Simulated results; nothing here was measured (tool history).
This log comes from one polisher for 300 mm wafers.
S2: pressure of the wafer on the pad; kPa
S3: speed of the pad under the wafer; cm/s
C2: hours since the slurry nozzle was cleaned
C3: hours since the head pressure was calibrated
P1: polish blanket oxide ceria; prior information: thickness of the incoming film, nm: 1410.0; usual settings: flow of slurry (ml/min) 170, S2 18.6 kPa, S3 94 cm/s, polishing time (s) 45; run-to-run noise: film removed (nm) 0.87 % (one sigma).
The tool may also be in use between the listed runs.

Run 1, hour 4.9: flow of slurry (ml/min) 170, S2 18.6 kPa, S3 94 cm/s, polishing time (s) 45; wafers polished on this pad 350; C2 112.8; C3 194.9. Result: film removed (nm) 191.93.
Run 2, hour 8.1: flow of slurry (ml/min) 170, S2 18.6 kPa, S3 94 cm/s, polishing time (s) 70; wafers polished on this pad 387; C2 116; C3 198.1. Result: film removed (nm) 300.43.
Run 3, hour 13.6: flow of slurry (ml/min) 100, S2 18.6 kPa, S3 94 cm/s, polishing time (s) 45; wafers polished on this pad 450; C2 121.5; C3 203.6. Result: film removed (nm) 169.57.
Run 4, hour 18.9: flow of slurry (ml/min) 170, S2 11 kPa, S3 94 cm/s, polishing time (s) 45; wafers polished on this pad 511; C2 126.8; C3 208.9. Result: film removed (nm) 112.61.
Run 5, hour 24.4: flow of slurry (ml/min) 170, S2 18.6 kPa, S3 94 cm/s, polishing time (s) 25; wafers polished on this pad 575; C2 132.3; C3 214.4. Result: film removed (nm) 105.58.
Run 6, hour 29.4: flow of slurry (ml/min) 170, S2 18.6 kPa, S3 94 cm/s, polishing time (s) 45; wafers polished on this pad 632; C2 137.3; C3 219.4. Result: film removed (nm) 185.89.
Run 7, hour 32.4: flow of slurry (ml/min) 170, S2 9 kPa, S3 94 cm/s, polishing time (s) 28; wafers polished on this pad 667; C2 140.3; C3 222.4. Result: film removed (nm) 56.599.
Run 8, hour 35: flow of slurry (ml/min) 170, S2 24.8 kPa, S3 56 cm/s, polishing time (s) 45; wafers polished on this pad 697; C2 142.9; C3 225. Result: film removed (nm) 148.88.
Run 9, hour 37.6: flow of slurry (ml/min) 170, S2 18.6 kPa, S3 94 cm/s, polishing time (s) 45; wafers polished on this pad 727; C2 145.5; C3 227.6. Result: film removed (nm) 187.12.
Run 10, hour 40.3: flow of slurry (ml/min) 170, S2 18.6 kPa, S3 122 cm/s, polishing time (s) 45; wafers polished on this pad 758; C2 148.2; C3 230.3. Result: film removed (nm) 248.61.
Run 11, hour 44: flow of slurry (ml/min) 170, S2 26.2 kPa, S3 94 cm/s, polishing time (s) 45; wafers polished on this pad 800; C2 151.9; C3 234. Result: film removed (nm) 264.6.
Run 12, hour 48.9: flow of slurry (ml/min) 170, S2 18.6 kPa, S3 94 cm/s, polishing time (s) 45; wafers polished on this pad 857; C2 156.8; C3 238.9. Result: film removed (nm) 189.38.
Run 13, hour 53.4: flow of slurry (ml/min) 170, S2 18.6 kPa, S3 94 cm/s, polishing time (s) 45; wafers polished on this pad 909; C2 161.3; C3 243.4. Result: film removed (nm) 189.95.
Run 14, hour 56.1: flow of slurry (ml/min) 240, S2 18.6 kPa, S3 94 cm/s, polishing time (s) 45; wafers polished on this pad 940; C2 164; C3 246.1. Result: film removed (nm) 197.95.
Run 15, hour 60.2: flow of slurry (ml/min) 170, S2 18.6 kPa, S3 94 cm/s, polishing time (s) 45; wafers polished on this pad 987; C2 168.1; C3 250.2. Result: film removed (nm) 191.16.
Run 16, hour 64.7: flow of slurry (ml/min) 170, S2 18.6 kPa, S3 42 cm/s, polishing time (s) 45; wafers polished on this pad 1039; C2 172.6; C3 254.7. Result: film removed (nm) 86.109.
Run 17, hour 68.2: flow of slurry (ml/min) 170, S2 18.6 kPa, S3 94 cm/s, polishing time (s) 45; wafers polished on this pad 1079; C2 176.1; C3 258.2. Result: film removed (nm) 191.29.
Run 18, hour 71: flow of slurry (ml/min) 170, S2 18.6 kPa, S3 72 cm/s, polishing time (s) 22; wafers polished on this pad 1111; C2 178.9; C3 261. Result: film removed (nm) 70.942.

For run 19, what comes out?
Run 19, hour 76.4: flow of slurry (ml/min) 170, S2 18.6 kPa, S3 94 cm/s, polishing time (s) 45; wafers polished on this pad 1173; C2 184.3; C3 266.4. Result: film removed (nm) ?.

film removed (nm): 192.5
